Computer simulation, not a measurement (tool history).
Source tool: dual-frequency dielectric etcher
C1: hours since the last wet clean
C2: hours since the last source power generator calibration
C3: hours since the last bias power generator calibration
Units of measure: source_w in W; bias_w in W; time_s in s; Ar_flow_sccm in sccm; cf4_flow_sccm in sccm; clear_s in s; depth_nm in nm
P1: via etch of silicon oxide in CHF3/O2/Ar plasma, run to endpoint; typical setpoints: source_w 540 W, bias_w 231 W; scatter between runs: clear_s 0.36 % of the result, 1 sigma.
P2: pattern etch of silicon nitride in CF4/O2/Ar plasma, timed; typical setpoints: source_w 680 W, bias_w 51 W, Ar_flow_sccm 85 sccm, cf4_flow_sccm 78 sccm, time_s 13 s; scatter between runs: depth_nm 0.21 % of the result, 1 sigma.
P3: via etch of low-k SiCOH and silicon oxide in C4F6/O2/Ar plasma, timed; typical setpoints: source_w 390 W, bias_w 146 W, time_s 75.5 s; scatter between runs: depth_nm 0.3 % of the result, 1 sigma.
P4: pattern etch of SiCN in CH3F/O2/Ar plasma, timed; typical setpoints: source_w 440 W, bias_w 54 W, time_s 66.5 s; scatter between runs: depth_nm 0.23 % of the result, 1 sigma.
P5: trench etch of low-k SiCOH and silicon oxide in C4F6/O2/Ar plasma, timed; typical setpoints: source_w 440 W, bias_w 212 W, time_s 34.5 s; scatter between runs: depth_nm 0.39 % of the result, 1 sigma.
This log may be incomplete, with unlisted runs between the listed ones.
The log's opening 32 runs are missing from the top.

{"run": 33, "hour": 255.3, "process": "P1", "source_w": 430, "bias_w": 317, "C1": 95.9, "C2": 2962.7, "C3": 2044.7, "clear_s": 346.75}
{"run": 34, "hour": 262.5, "process": "P1", "source_w": 670, "bias_w": 231, "C1": 103.1, "C2": 2969.9, "C3": 2051.9, "clear_s": 332.23}
{"run": 35, "hour": 268.4, "process": "P1", "source_w": 540, "bias_w": 231, "C1": 109, "C2": 2975.8, "C3": 2057.8, "clear_s": 358.59}
{"run": 36, "hour": 277.9, "process": "P1", "source_w": 540, "bias_w": 231, "C1": 118.5, "C2": 2985.3, "C3": 2067.3, "clear_s": 361.75}
{"run": 37, "hour": 283.6, "process": "P1", "source_w": 540, "bias_w": 231, "C1": 124.2, "C2": 2991, "C3": 2073, "clear_s": 364.2}
{"hour": 285.8, "done": "wet clean of the chamber"}
{"run": 38, "hour": 289.8, "process": "P1", "source_w": 540, "bias_w": 231, "C1": 4, "C2": 2997.2, "C3": 2079.2, "clear_s": 365.46}
{"run": 39, "hour": 295.6, "process": "P1", "source_w": 540, "bias_w": 231, "C1": 9.8, "C2": 3003, "C3": 2085, "clear_s": 366.36}
{"run": 40, "hour": 300.8, "process": "P1", "source_w": 540, "bias_w": 231, "C1": 15, "C2": 3008.2, "C3": 2090.2, "clear_s": 365.8}
{"run": 41, "hour": 308.8, "process": "P1", "source_w": 540, "bias_w": 231, "C1": 23, "C2": 3016.2, "C3": 2098.2, "clear_s": 366.6}

Expected results for the next run?
{"run": 42, "hour": 313.3, "process": "P1", "source_w": 540, "bias_w": 231, "C1": 27.5, "C2": 3020.7, "C3": 2102.7, "clear_s": "?"}

{"run 42": {"clear_s": 365.67}}
